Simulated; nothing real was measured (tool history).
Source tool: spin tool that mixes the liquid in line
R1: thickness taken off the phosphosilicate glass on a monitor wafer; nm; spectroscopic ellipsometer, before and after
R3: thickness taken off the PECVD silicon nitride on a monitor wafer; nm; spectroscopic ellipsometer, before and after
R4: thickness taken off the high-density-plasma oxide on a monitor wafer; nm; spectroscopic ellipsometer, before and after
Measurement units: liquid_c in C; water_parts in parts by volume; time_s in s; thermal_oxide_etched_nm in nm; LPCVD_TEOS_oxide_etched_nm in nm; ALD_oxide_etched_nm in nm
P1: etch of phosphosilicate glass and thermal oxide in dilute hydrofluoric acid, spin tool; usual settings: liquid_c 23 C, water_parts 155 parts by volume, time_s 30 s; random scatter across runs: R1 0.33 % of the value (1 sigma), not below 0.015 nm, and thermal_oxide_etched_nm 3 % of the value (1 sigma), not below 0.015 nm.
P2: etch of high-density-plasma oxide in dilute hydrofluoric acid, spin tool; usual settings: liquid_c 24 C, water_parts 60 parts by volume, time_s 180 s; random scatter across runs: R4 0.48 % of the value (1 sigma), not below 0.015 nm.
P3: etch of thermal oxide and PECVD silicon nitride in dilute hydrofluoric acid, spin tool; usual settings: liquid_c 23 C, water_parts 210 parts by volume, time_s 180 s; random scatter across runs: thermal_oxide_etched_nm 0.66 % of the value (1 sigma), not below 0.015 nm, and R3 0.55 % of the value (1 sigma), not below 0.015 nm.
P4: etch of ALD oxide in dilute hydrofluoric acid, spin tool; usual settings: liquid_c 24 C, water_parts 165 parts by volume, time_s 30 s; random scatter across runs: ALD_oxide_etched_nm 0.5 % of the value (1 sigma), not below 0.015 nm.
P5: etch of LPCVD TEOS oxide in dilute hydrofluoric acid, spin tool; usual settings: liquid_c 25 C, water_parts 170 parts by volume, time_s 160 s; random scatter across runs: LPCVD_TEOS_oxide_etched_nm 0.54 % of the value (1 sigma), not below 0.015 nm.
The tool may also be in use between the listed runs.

Run 1, hour 9.5: process P1, liquid_c 23 C, water_parts 155 parts by volume, time_s 30 s. Result: R1 31.024 nm, thermal_oxide_etched_nm 0.81599 nm.
Run 2, hour 19: process P3, liquid_c 17 C, water_parts 210 parts by volume, time_s 180 s. Result: thermal_oxide_etched_nm 2.7743 nm, R3 3.0748 nm.
Run 3, hour 28.5: process P1, liquid_c 23 C, water_parts 155 parts by volume, time_s 30 s. Result: R1 30.776 nm, thermal_oxide_etched_nm 0.79964 nm.
Run 4, hour 33.9: process P1, liquid_c 23 C, water_parts 155 parts by volume, time_s 30 s. Result: R1 31.164 nm, thermal_oxide_etched_nm 0.73195 nm.
Run 5, hour 40.9: process P2, liquid_c 24 C, water_parts 60 parts by volume, time_s 180 s. Result: R4 17.848 nm.
Run 6, hour 50.5: process P5, liquid_c 19 C, water_parts 170 parts by volume, time_s 160 s. Result: LPCVD_TEOS_oxide_etched_nm 38.959 nm.
Run 7, hour 56.4: process P5, liquid_c 25 C, water_parts 170 parts by volume, time_s 40 s. Result: LPCVD_TEOS_oxide_etched_nm 12.433 nm.
Run 8, hour 65.3: process P1, liquid_c 19 C, water_parts 85 parts by volume, time_s 30 s. Result: R1 52.277 nm, thermal_oxide_etched_nm 1.4517 nm.
Run 9, hour 72.4: process P4, liquid_c 24 C, water_parts 165 parts by volume, time_s 30 s. Result: ALD_oxide_etched_nm 5.2533 nm.
Run 10, hour 80.6: process P2, liquid_c 24 C, water_parts 60 parts by volume, time_s 360 s. Result: R4 35.844 nm.
Run 11, hour 88.8: process P3, liquid_c 23 C, water_parts 210 parts by volume, time_s 180 s. Result: thermal_oxide_etched_nm 3.5142 nm, R3 4.5695 nm.
Run 12, hour 99.4: process P4, liquid_c 31.5 C, water_parts 165 parts by volume, time_s 30 s. Result: ALD_oxide_etched_nm 6.8747 nm.
Run 13, hour 111.3: process P1, liquid_c 18.5 C, water_parts 155 parts by volume, time_s 15 s. Result: R1 12.965 nm, thermal_oxide_etched_nm 0.32439 nm.
Run 14, hour 121.9: process P4, liquid_c 24 C, water_parts 225 parts by volume, time_s 30 s. Result: ALD_oxide_etched_nm 3.6123 nm.
Run 15, hour 127.7: process P2, liquid_c 32.5 C, water_parts 60 parts by volume, time_s 180 s. Result: R4 25.151 nm.
Run 16, hour 135.2: process P1, liquid_c 23 C, water_parts 155 parts by volume, time_s 30 s. Result: R1 30.993 nm, thermal_oxide_etched_nm 0.81207 nm.
Run 17, hour 141.7: process P1, liquid_c 19 C, water_parts 155 parts by volume, time_s 30 s. Result: R1 26.501 nm, thermal_oxide_etched_nm 0.69026 nm.
Run 18, hour 149.2: process P1, liquid_c 23 C, water_parts 155 parts by volume, time_s 30 s. Result: R1 30.985 nm, thermal_oxide_etched_nm 0.81486 nm.
Run 19, hour 154.7: process P1, liquid_c 23 C, water_parts 280 parts by volume, time_s 30 s. Result: R1 15.151 nm, thermal_oxide_etched_nm 0.41368 nm.
Run 20, hour 162.1: process P1, liquid_c 23 C, water_parts 155 parts by volume, time_s 55 s. Result: R1 56.591 nm, thermal_oxide_etched_nm 1.4711 nm.
Run 21, hour 169.4: process P1, liquid_c 23 C, water_parts 155 parts by volume, time_s 15 s. Result: R1 15.396 nm, thermal_oxide_etched_nm 0.40658 nm.
Run 22, hour 175.3: process P1, liquid_c 30.5 C, water_parts 155 parts by volume, time_s 30 s. Result: R1 40.738 nm, thermal_oxide_etched_nm 1.095 nm.
Run 23, hour 183.1: process P4, liquid_c 24 C, water_parts 165 parts by volume, time_s 60 s. Result: ALD_oxide_etched_nm 10.479 nm.
Run 24, hour 195: process P5, liquid_c 25 C, water_parts 170 parts by volume, time_s 160 s. Result: LPCVD_TEOS_oxide_etched_nm 49.323 nm.
At hour 201.5: hydrofluoric acid flow meter replaced.
Run 25, hour 206.5: process P1, liquid_c 23 C, water_parts 60 parts by volume, time_s 30 s. Result: R1 89.729 nm, thermal_oxide_etched_nm 2.1974 nm.
Run 26, hour 218.3: process P5, liquid_c 25 C, water_parts 35 parts by volume, time_s 160 s. Result: LPCVD_TEOS_oxide_etched_nm 283.76 nm.
Run 27, hour 230.3: process P4, liquid_c 24 C, water_parts 165 parts by volume, time_s 30 s. Result: ALD_oxide_etched_nm 5.2295 nm.
Run 28, hour 235.9: process P3, liquid_c 23 C, water_parts 210 parts by volume, time_s 50 s. Result: thermal_oxide_etched_nm 0.97916 nm, R3 1.2803 nm.
Run 29, hour 244.6: process P3, liquid_c 23 C, water_parts 50 parts by volume, time_s 180 s. Result: thermal_oxide_etched_nm 17.597 nm, R3 18.641 nm.
Run 30, hour 250.7: process P1, liquid_c 23 C, water_parts 215 parts by volume, time_s 15 s. Result: R1 10.438 nm, thermal_oxide_etched_nm 0.2551 nm.
Run 31, hour 256.4: process P5, liquid_c 25 C, water_parts 170 parts by volume, time_s 160 s. Result: LPCVD_TEOS_oxide_etched_nm 49.793 nm.
Run 32, hour 266.8: process P2, liquid_c 24 C, water_parts 35 parts by volume, time_s 180 s. Result: R4 31.824 nm.
Run 33, hour 278.6: process P1, liquid_c 23 C, water_parts 155 parts by volume, time_s 30 s. Result: R1 31.019 nm, thermal_oxide_etched_nm 0.7724 nm.
Run 34, hour 288.7: process P1, liquid_c 23 C, water_parts 155 parts by volume, time_s 30 s. Result: R1 30.944 nm, thermal_oxide_etched_nm 0.78716 nm.
Run 35, hour 298.9: process P1, liquid_c 23 C, water_parts 155 parts by volume, time_s 30 s. Result: R1 32.212 nm, thermal_oxide_etched_nm 0.83324 nm.
Run 36, hour 307.4: process P1, liquid_c 23 C, water_parts 155 parts by volume, time_s 30 s. Result: R1 32.6 nm, thermal_oxide_etched_nm 0.80905 nm.
Run 37, hour 316: process P1, liquid_c 23 C, water_parts 155 parts by volume, time_s 30 s. Result: R1 33.078 nm, thermal_oxide_etched_nm 0.82859 nm.
Run 38, hour 324.8: process P1, liquid_c 23 C, water_parts 155 parts by volume, time_s 30 s. Result: R1 33.204 nm, thermal_oxide_etched_nm 0.85529 nm.
Run 39, hour 335.4: process P1, liquid_c 23 C, water_parts 155 parts by volume, time_s 30 s. Result: R1 33.564 nm, thermal_oxide_etched_nm 0.85898 nm.
Run 40, hour 342.3: process P1, liquid_c 23 C, water_parts 155 parts by volume, time_s 30 s. Result: R1 33.71 nm, thermal_oxide_etched_nm 0.84073 nm.
Run 41, hour 347.6: process P1, liquid_c 23 C, water_parts 155 parts by volume, time_s 30 s. Result: R1 33.666 nm, thermal_oxide_etched_nm 0.88608 nm.
Run 42, hour 359.5: process P1, liquid_c 23 C, water_parts 155 parts by volume, time_s 30 s. Result: R1 33.83 nm, thermal_oxide_etched_nm 0.88956 nm.
Run 43, hour 366.7: process P1, liquid_c 23 C, water_parts 155 parts by volume, time_s 30 s. Result: R1 33.693 nm, thermal_oxide_etched_nm 0.83882 nm.

P1 no longer gives what it gave before; its output has crept away from where it was. The following 2 causes, each at its listed size, fit the log equally well:
A: liquid hotter than its thermometer reads (K) = 2.31
B: hydrofluoric acid flow above the setpoint (%) = 7.78
The drift started at roughly hour 288.7.

The check runs listed below each take one wafer, and their results are still question marks. Under which run would the listed causes lead to clearly different results?
Run check 1, hour 373.9: process P3, liquid_c 18 C, water_parts 210 parts by volume, time_s 90 s. Result: thermal_oxide_etched_nm ?, R3 ?.
Run check 2, hour 373.9: process P4, liquid_c 24 C, water_parts 165 parts by volume, time_s 55 s. Result: ALD_oxide_etched_nm ?.
Run check 3, hour 373.9: process P2, liquid_c 31.5 C, water_parts 35 parts by volume, time_s 180 s. Result: R4 ?.
Run check 4, hour 373.9: process P5, liquid_c 20.5 C, water_parts 170 parts by volume, time_s 160 s. Result: LPCVD_TEOS_oxide_etched_nm ?.

What each check would give under each cause:
  check                      result    if A    if B
check 1     thermal_oxide_etched_nm  1.5767  1.5761
check 1                          R3   1.922   1.774
check 2         ALD_oxide_etched_nm  10.504  10.525
check 3                          R4  46.906  46.393
check 4  LPCVD_TEOS_oxide_etched_nm  45.548  45.473
Minimum pairwise separation of causes per check, each pair taken at its best-separating result: check 1 8.02 %; check 2 0.2 %; check 3 1.1 %; check 4 0.17 %
Check 1 tells the causes apart: in the others they would give nearly the same result.

Check 1 has now been run. It gave: thermal_oxide_etched_nm 1.5705 nm; R3 1.9226 nm. Which of the candidate causes is it?

It is A: liquid hotter than its thermometer reads (K).
